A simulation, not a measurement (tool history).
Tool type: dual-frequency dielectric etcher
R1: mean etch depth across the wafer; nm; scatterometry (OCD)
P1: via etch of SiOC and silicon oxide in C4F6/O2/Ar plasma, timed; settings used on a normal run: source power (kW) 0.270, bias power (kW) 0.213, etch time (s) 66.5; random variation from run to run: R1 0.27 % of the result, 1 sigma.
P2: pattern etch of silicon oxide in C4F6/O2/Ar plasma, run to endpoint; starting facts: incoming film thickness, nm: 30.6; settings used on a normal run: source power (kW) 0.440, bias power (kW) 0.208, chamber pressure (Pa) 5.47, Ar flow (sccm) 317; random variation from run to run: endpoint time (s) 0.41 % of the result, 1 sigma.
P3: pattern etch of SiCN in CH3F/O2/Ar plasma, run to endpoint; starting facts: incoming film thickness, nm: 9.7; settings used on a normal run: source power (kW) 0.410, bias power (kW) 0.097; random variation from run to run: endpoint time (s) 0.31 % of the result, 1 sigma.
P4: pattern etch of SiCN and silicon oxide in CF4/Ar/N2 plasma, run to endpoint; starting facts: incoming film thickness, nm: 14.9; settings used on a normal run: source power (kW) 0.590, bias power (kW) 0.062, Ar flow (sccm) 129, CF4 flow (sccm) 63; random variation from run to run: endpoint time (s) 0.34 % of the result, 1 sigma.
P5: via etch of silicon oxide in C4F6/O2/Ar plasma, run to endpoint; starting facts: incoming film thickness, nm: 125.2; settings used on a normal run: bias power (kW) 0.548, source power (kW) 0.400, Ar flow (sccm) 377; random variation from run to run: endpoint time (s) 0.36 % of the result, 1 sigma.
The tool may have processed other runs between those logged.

{"run": 1, "hour": 8.4, "process that ran": "P1", "source power (kW)": 0.27, "bias power (kW)": 0.213, "etch time (s)": 66.5, "R1": 65.651}
{"run": 2, "hour": 14.8, "process that ran": "P3", "source power (kW)": 0.41, "bias power (kW)": 0.122, "endpoint time (s)": 21.883}
{"run": 3, "hour": 25.1, "process that ran": "P3", "source power (kW)": 0.41, "bias power (kW)": 0.097, "endpoint time (s)": 23.827}
{"run": 4, "hour": 35.2, "process that ran": "P2", "source power (kW)": 0.44, "bias power (kW)": 0.208, "chamber pressure (Pa)": 3.93, "Ar flow (sccm)": 317, "endpoint time (s)": 9.1245}
{"run": 5, "hour": 42.0, "process that ran": "P1", "source power (kW)": 0.34, "bias power (kW)": 0.213, "etch time (s)": 66.5, "R1": 71.449}
{"run": 6, "hour": 54.7, "process that ran": "P5", "source power (kW)": 0.4, "bias power (kW)": 0.548, "Ar flow (sccm)": 290, "endpoint time (s)": 26.892}
{"run": 7, "hour": 65.8, "process that ran": "P5", "source power (kW)": 0.4, "bias power (kW)": 0.548, "Ar flow (sccm)": 377, "endpoint time (s)": 27.783}
{"run": 8, "hour": 77.9, "process that ran": "P1", "source power (kW)": 0.27, "bias power (kW)": 0.213, "etch time (s)": 89.0, "R1": 88.04}
{"run": 9, "hour": 86.1, "process that ran": "P5", "source power (kW)": 0.54, "bias power (kW)": 0.548, "Ar flow (sccm)": 377, "endpoint time (s)": 24.776}
{"run": 10, "hour": 99.0, "process that ran": "P1", "source power (kW)": 0.27, "bias power (kW)": 0.131, "etch time (s)": 81.5, "R1": 68.938}
{"run": 11, "hour": 113.4, "process that ran": "P1", "source power (kW)": 0.27, "bias power (kW)": 0.158, "etch time (s)": 66.5, "R1": 59.362}
{"run": 12, "hour": 127.6, "process that ran": "P5", "source power (kW)": 0.4, "bias power (kW)": 0.731, "Ar flow (sccm)": 377, "endpoint time (s)": 24.889}
{"run": 13, "hour": 141.9, "process that ran": "P1", "source power (kW)": 0.27, "bias power (kW)": 0.213, "etch time (s)": 66.5, "R1": 65.581}
{"run": 14, "hour": 154.0, "process that ran": "P1", "source power (kW)": 0.27, "bias power (kW)": 0.213, "etch time (s)": 48.0, "R1": 47.551}
{"run": 15, "hour": 161.3, "process that ran": "P4", "source power (kW)": 0.84, "bias power (kW)": 0.062, "Ar flow (sccm)": 129, "CF4 flow (sccm)": 63, "endpoint time (s)": 11.291}
{"run": 16, "hour": 174.3, "process that ran": "P1", "source power (kW)": 0.19, "bias power (kW)": 0.213, "etch time (s)": 66.5, "R1": 57.632}
{"run": 17, "hour": 181.8, "process that ran": "P2", "source power (kW)": 0.44, "bias power (kW)": 0.208, "chamber pressure (Pa)": 5.47, "Ar flow (sccm)": 249, "endpoint time (s)": 9.2117}
{"run": 18, "hour": 191.6, "process that ran": "P4", "source power (kW)": 0.59, "bias power (kW)": 0.038, "Ar flow (sccm)": 129, "CF4 flow (sccm)": 63, "endpoint time (s)": 18.064}
{"run": 19, "hour": 205.3, "process that ran": "P2", "source power (kW)": 0.44, "bias power (kW)": 0.165, "chamber pressure (Pa)": 5.47, "Ar flow (sccm)": 317, "endpoint time (s)": 10.196}
{"run": 20, "hour": 217.3, "process that ran": "P4", "source power (kW)": 0.59, "bias power (kW)": 0.062, "Ar flow (sccm)": 129, "CF4 flow (sccm)": 80, "endpoint time (s)": 14.797}
{"run": 21, "hour": 228.1, "process that ran": "P2", "source power (kW)": 0.44, "bias power (kW)": 0.208, "chamber pressure (Pa)": 5.47, "Ar flow (sccm)": 317, "endpoint time (s)": 9.509}
{"run": 22, "hour": 237.8, "process that ran": "P1", "source power (kW)": 0.27, "bias power (kW)": 0.213, "etch time (s)": 66.5, "R1": 65.808}
{"run": 23, "hour": 245.3, "process that ran": "P1", "source power (kW)": 0.36, "bias power (kW)": 0.213, "etch time (s)": 43.0, "R1": 47.469}
{"run": 24, "hour": 254.1, "process that ran": "P1", "source power (kW)": 0.27, "bias power (kW)": 0.254, "etch time (s)": 66.5, "R1": 69.764}
{"run": 25, "hour": 265.1, "process that ran": "P1", "source power (kW)": 0.27, "bias power (kW)": 0.213, "etch time (s)": 66.5, "R1": 65.776}
{"run": 26, "hour": 271.6, "process that ran": "P2", "source power (kW)": 0.61, "bias power (kW)": 0.208, "chamber pressure (Pa)": 5.47, "Ar flow (sccm)": 317, "endpoint time (s)": 8.305}
{"run": 27, "hour": 279.4, "process that ran": "P4", "source power (kW)": 0.59, "bias power (kW)": 0.062, "Ar flow (sccm)": 129, "CF4 flow (sccm)": 63, "endpoint time (s)": 15.44}
{"run": 28, "hour": 289.5, "process that ran": "P1", "source power (kW)": 0.16, "bias power (kW)": 0.213, "etch time (s)": 46.0, "R1": 37.216}
{"run": 29, "hour": 302.5, "process that ran": "P3", "source power (kW)": 0.27, "bias power (kW)": 0.097, "endpoint time (s)": 27.967}
{"run": 30, "hour": 312.1, "process that ran": "P2", "source power (kW)": 0.44, "bias power (kW)": 0.208, "chamber pressure (Pa)": 5.47, "Ar flow (sccm)": 317, "endpoint time (s)": 9.3982}
{"run": 31, "hour": 326.2, "process that ran": "P4", "source power (kW)": 0.59, "bias power (kW)": 0.062, "Ar flow (sccm)": 157, "CF4 flow (sccm)": 63, "endpoint time (s)": 16.051}
{"run": 32, "hour": 336.3, "process that ran": "P1", "source power (kW)": 0.27, "bias power (kW)": 0.213, "etch time (s)": 66.5, "R1": 65.242}
{"run": 33, "hour": 347.4, "process that ran": "P1", "source power (kW)": 0.27, "bias power (kW)": 0.213, "etch time (s)": 66.5, "R1": 65.282}
{"run": 34, "hour": 359.3, "process that ran": "P1", "source power (kW)": 0.27, "bias power (kW)": 0.213, "etch time (s)": 66.5, "R1": 64.955}
{"run": 35, "hour": 370.8, "process that ran": "P1", "source power (kW)": 0.27, "bias power (kW)": 0.213, "etch time (s)": 66.5, "R1": 65.037}
{"run": 36, "hour": 382.9, "process that ran": "P1", "source power (kW)": 0.27, "bias power (kW)": 0.213, "etch time (s)": 66.5, "R1": 64.804}
{"hour": 389.2, "done": "wet clean of the chamber"}
{"run": 37, "hour": 393.1, "process that ran": "P1", "source power (kW)": 0.27, "bias power (kW)": 0.213, "etch time (s)": 66.5, "R1": 64.757}
{"run": 38, "hour": 405.4, "process that ran": "P1", "source power (kW)": 0.27, "bias power (kW)": 0.213, "etch time (s)": 66.5, "R1": 64.56}
{"run": 39, "hour": 412.0, "process that ran": "P1", "source power (kW)": 0.27, "bias power (kW)": 0.213, "etch time (s)": 66.5, "R1": 64.494}
{"run": 40, "hour": 426.0, "process that ran": "P1", "source power (kW)": 0.27, "bias power (kW)": 0.213, "etch time (s)": 66.5, "R1": 64.456}

The log shows P1 creeping away from where it was. Any of the 2 causes listed here, at the size stated for it, fits the log just as well as the others:
A: source power that arrives under what is set, % = 4.32
B: bias power that arrives under what is set, % = 4.82
The creep began at about hour 336.3.
Why every other cause is out:
chamber walls in a state that lowers the etch rate, %: work on it at hour 389.2, done after the drift set in, did not restore what the process gave before

You are offered 4 check runs, listed below with question marks in place of their results; each one averages 2 wafers. Which run separates the listed causes by giving clearly different results for each?
{"run": "check 1", "hour": 440.0, "process that ran": "P4", "source power (kW)": 0.59, "bias power (kW)": 0.062, "Ar flow (sccm)": 129, "CF4 flow (sccm)": 63, "endpoint time (s)": "?"}
{"run": "check 2", "hour": 440.0, "process that ran": "P3", "source power (kW)": 0.41, "bias power (kW)": 0.097, "endpoint time (s)": "?"}
{"run": "check 3", "hour": 440.0, "process that ran": "P2", "source power (kW)": 0.44, "bias power (kW)": 0.208, "chamber pressure (Pa)": 5.47, "Ar flow (sccm)": 317, "endpoint time (s)": "?"}
{"run": "check 4", "hour": 440.0, "process that ran": "P5", "source power (kW)": 0.4, "bias power (kW)": 0.548, "Ar flow (sccm)": 377, "endpoint time (s)": "?"}

Expected result of each check under each candidate cause:
check=check_1 result=endpoint_time_(s) if_A=16.0320 if_B=15.6790
check=check_2 result=endpoint_time_(s) if_A=24.3550 if_B=24.4070
check=check_3 result=endpoint_time_(s) if_A=9.6171 if_B=9.6057
check=check_4 result=endpoint_time_(s) if_A=28.1830 if_B=28.2510
Smallest distance between any two causes, each pair judged by its most separating result, in per cent: check 1 2.23 %; check 2 0.21 %; check 3 0.12 %; check 4 0.24 %
Only in check 1 would the causes give clearly different results; in the remaining checks their results would be nearly the same.

Then check 1 was run and gave: endpoint time (s) 16.0280. Which cause is it?

The cause is A: source power that arrives under what is set, %.
